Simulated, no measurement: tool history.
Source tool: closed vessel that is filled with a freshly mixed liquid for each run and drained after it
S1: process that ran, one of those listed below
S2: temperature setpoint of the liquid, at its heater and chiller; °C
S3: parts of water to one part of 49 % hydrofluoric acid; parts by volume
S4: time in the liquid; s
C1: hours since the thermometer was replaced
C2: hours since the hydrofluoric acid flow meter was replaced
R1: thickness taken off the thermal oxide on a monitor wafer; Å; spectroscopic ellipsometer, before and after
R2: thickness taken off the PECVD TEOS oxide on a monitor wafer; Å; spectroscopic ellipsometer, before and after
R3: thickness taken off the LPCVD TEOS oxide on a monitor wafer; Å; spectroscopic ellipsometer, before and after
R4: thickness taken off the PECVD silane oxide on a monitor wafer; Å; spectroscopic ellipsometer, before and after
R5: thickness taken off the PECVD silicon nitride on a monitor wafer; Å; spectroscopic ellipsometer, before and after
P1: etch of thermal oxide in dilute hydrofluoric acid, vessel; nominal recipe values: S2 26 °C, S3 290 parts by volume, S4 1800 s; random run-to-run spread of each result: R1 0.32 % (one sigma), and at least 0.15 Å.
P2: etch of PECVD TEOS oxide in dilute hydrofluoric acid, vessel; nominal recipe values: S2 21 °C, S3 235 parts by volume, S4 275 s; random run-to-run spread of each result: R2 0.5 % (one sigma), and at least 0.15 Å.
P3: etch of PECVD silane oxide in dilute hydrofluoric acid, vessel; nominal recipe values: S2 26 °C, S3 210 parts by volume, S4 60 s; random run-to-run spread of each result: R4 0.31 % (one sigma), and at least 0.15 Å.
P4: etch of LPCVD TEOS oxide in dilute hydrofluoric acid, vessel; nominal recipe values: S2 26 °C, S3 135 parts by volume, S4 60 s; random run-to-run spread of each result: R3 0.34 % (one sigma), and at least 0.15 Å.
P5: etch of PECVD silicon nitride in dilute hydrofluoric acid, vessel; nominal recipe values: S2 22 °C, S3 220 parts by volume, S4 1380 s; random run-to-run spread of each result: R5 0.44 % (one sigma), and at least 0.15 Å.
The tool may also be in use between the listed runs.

Run 1, hour 13.8: S1 P1, S2 26 °C, S3 290 parts by volume, S4 1800 s; C1 1572.6; C2 89.7. Result: R1 267.61 Å.
Run 2, hour 28.5: S1 P2, S2 21 °C, S3 415 parts by volume, S4 275 s; C1 1587.3; C2 104.4. Result: R2 102.86 Å.
Run 3, hour 35.8: S1 P4, S2 26 °C, S3 240 parts by volume, S4 60 s; C1 1594.6; C2 111.7. Result: R3 126.05 Å.
Run 4, hour 50.1: S1 P3, S2 26 °C, S3 210 parts by volume, S4 60 s; C1 1608.9; C2 126. Result: R4 66.109 Å.
Run 5, hour 62.6: S1 P1, S2 26 °C, S3 95 parts by volume, S4 1800 s; C1 1621.4; C2 138.5. Result: R1 1018.7 Å.
Run 6, hour 75: S1 P1, S2 26 °C, S3 290 parts by volume, S4 1800 s; C1 1633.8; C2 150.9. Result: R1 266.91 Å.
Run 7, hour 88.8: S1 P5, S2 17 °C, S3 220 parts by volume, S4 1380 s; C1 1647.6; C2 164.7. Result: R5 140.51 Å.
Run 8, hour 97.2: S1 P3, S2 33.5 °C, S3 210 parts by volume, S4 60 s; C1 1656; C2 173.1. Result: R4 85.874 Å.
Run 9, hour 107.3: S1 P2, S2 27 °C, S3 235 parts by volume, S4 275 s; C1 1666.1; C2 183.2. Result: R2 263.88 Å.
Run 10, hour 117.7: S1 P1, S2 33 °C, S3 290 parts by volume, S4 1800 s; C1 1676.5; C2 193.6. Result: R1 336.76 Å.
Run 11, hour 130.7: S1 P5, S2 22 °C, S3 220 parts by volume, S4 1380 s; C1 1689.5; C2 206.6. Result: R5 194.12 Å.
Run 12, hour 145.2: S1 P4, S2 20.5 °C, S3 135 parts by volume, S4 60 s; C1 1704; C2 221.1. Result: R3 203.66 Å.
Run 13, hour 153.4: S1 P5, S2 22 °C, S3 220 parts by volume, S4 1380 s; C1 1712.2; C2 229.3. Result: R5 194.86 Å.
Run 14, hour 161.2: S1 P4, S2 26 °C, S3 135 parts by volume, S4 30 s; C1 1720; C2 237.1. Result: R3 125.59 Å.
Run 15, hour 169.3: S1 P4, S2 26 °C, S3 135 parts by volume, S4 60 s; C1 1728.1; C2 245.2. Result: R3 253.74 Å.
Run 16, hour 181.7: S1 P2, S2 21 °C, S3 235 parts by volume, S4 275 s; C1 1740.5; C2 257.6. Result: R2 215.17 Å.
Run 17, hour 196.7: S1 P1, S2 20.5 °C, S3 430 parts by volume, S4 1800 s; C1 1755.5; C2 272.6. Result: R1 131.94 Å.
Run 18, hour 208: S1 P1, S2 26 °C, S3 290 parts by volume, S4 2650 s; C1 1766.8; C2 283.9. Result: R1 393.97 Å.
Run 19, hour 217.8: S1 P3, S2 26 °C, S3 210 parts by volume, S4 105 s; C1 1776.6; C2 293.7. Result: R4 115.35 Å.
Run 20, hour 227: S1 P1, S2 26 °C, S3 400 parts by volume, S4 1800 s; C1 1785.8; C2 302.9. Result: R1 174.48 Å.
Run 21, hour 235.3: S1 P1, S2 26 °C, S3 150 parts by volume, S4 2790 s; C1 1794.1; C2 311.2. Result: R1 928.86 Å.
Run 22, hour 246.3: S1 P1, S2 26 °C, S3 290 parts by volume, S4 1020 s; C1 1805.1; C2 322.2. Result: R1 150.92 Å.
Run 23, hour 255.7: S1 P2, S2 21 °C, S3 235 parts by volume, S4 530 s; C1 1814.5; C2 331.6. Result: R2 411.91 Å.
Run 24, hour 265.8: S1 P3, S2 26 °C, S3 210 parts by volume, S4 60 s; C1 1824.6; C2 341.7. Result: R4 65.863 Å.
Run 25, hour 277.5: S1 P5, S2 22 °C, S3 220 parts by volume, S4 2405 s; C1 1836.3; C2 353.4. Result: R5 335.84 Å.
Run 26, hour 287.9: S1 P5, S2 22 °C, S3 395 parts by volume, S4 1380 s; C1 1846.7; C2 363.8. Result: R5 110.14 Å.
Run 27, hour 296.5: S1 P1, S2 26 °C, S3 290 parts by volume, S4 1800 s; C1 1855.3; C2 372.4. Result: R1 268.53 Å.
Run 28, hour 312.8: S1 P1, S2 26 °C, S3 290 parts by volume, S4 1800 s; C1 1871.6; C2 388.7. Result: R1 268.1 Å.
Run 29, hour 328: S1 P1, S2 21 °C, S3 290 parts by volume, S4 1800 s; C1 1886.8; C2 403.9. Result: R1 223.69 Å.
Run 30, hour 340.8: S1 P1, S2 30.5 °C, S3 60 parts by volume, S4 1800 s; C1 1899.6; C2 416.7. Result: R1 2023.2 Å.
Run 31, hour 357.1: S1 P3, S2 26 °C, S3 350 parts by volume, S4 60 s; C1 1915.9; C2 433. Result: R4 34.113 Å.
Run 32, hour 364.9: S1 P1, S2 26 °C, S3 290 parts by volume, S4 1800 s; C1 1923.7; C2 440.8. Result: R1 268.28 Å.
Run 33, hour 374.6: S1 P1, S2 26 °C, S3 290 parts by volume, S4 1800 s; C1 1933.4; C2 450.5. Result: R1 268.62 Å.
Run 34, hour 385.5: S1 P1, S2 26 °C, S3 290 parts by volume, S4 1800 s; C1 1944.3; C2 461.4. Result: R1 276.93 Å.
Run 35, hour 401.7: S1 P1, S2 26 °C, S3 290 parts by volume, S4 1800 s; C1 1960.5; C2 477.6. Result: R1 285.18 Å.
Run 36, hour 416.4: S1 P1, S2 26 °C, S3 290 parts by volume, S4 1800 s; C1 1975.2; C2 492.3. Result: R1 287.36 Å.
Run 37, hour 425.3: S1 P1, S2 26 °C, S3 290 parts by volume, S4 1800 s; C1 1984.1; C2 501.2. Result: R1 289.3 Å.
Run 38, hour 440.4: S1 P1, S2 26 °C, S3 290 parts by volume, S4 1800 s; C1 1999.2; C2 516.3. Result: R1 289.77 Å.
Run 39, hour 451.8: S1 P1, S2 26 °C, S3 290 parts by volume, S4 1800 s; C1 2010.6; C2 527.7. Result: R1 289.22 Å.

Something has made what P1 gives creep away from where it was; the 2 causes below, each at its own stated size, fit the log equally well:
A: liquid hotter than its thermometer reads (K) = 2.41
B: hydrofluoric acid flow above the setpoint (%) = 6.45
The drift started at roughly hour 374.6.

Each of the 4 check runs below uses one wafer; its results are left as question marks. Which run tells the causes apart?
Run check 1, hour 463.2: S1 P2, S2 25.5 °C, S3 235 parts by volume, S4 495 s. Result: R2 ?.
Run check 2, hour 463.2: S1 P4, S2 26 °C, S3 215 parts by volume, S4 60 s. Result: R3 ?.
Run check 3, hour 463.2: S1 P3, S2 31.5 °C, S3 210 parts by volume, S4 60 s. Result: R4 ?.
Run check 4, hour 463.2: S1 P5, S2 22 °C, S3 305 parts by volume, S4 1380 s. Result: R5 ?.

What each check would give under each cause:
  check  result    if A    if B
check 1      R2  492.01  488.81
check 2      R3  157.57  156.31
check 3      R4    86.6   86.46
check 4      R5  163.95  150.32
Smallest distance between any two causes, each pair judged by its most separating result, in per cent: check 1 0.65 %; check 2 0.8 %; check 3 0.16 %; check 4 8.68 %
The other checks would show nearly matching results whichever cause is true, so check 4 is the only one that separates the causes.

The results of check 4 are: R5 150.4 Å. Based on these, which of the listed causes is it?

B is the cause: hydrofluoric acid flow above the setpoint (%).
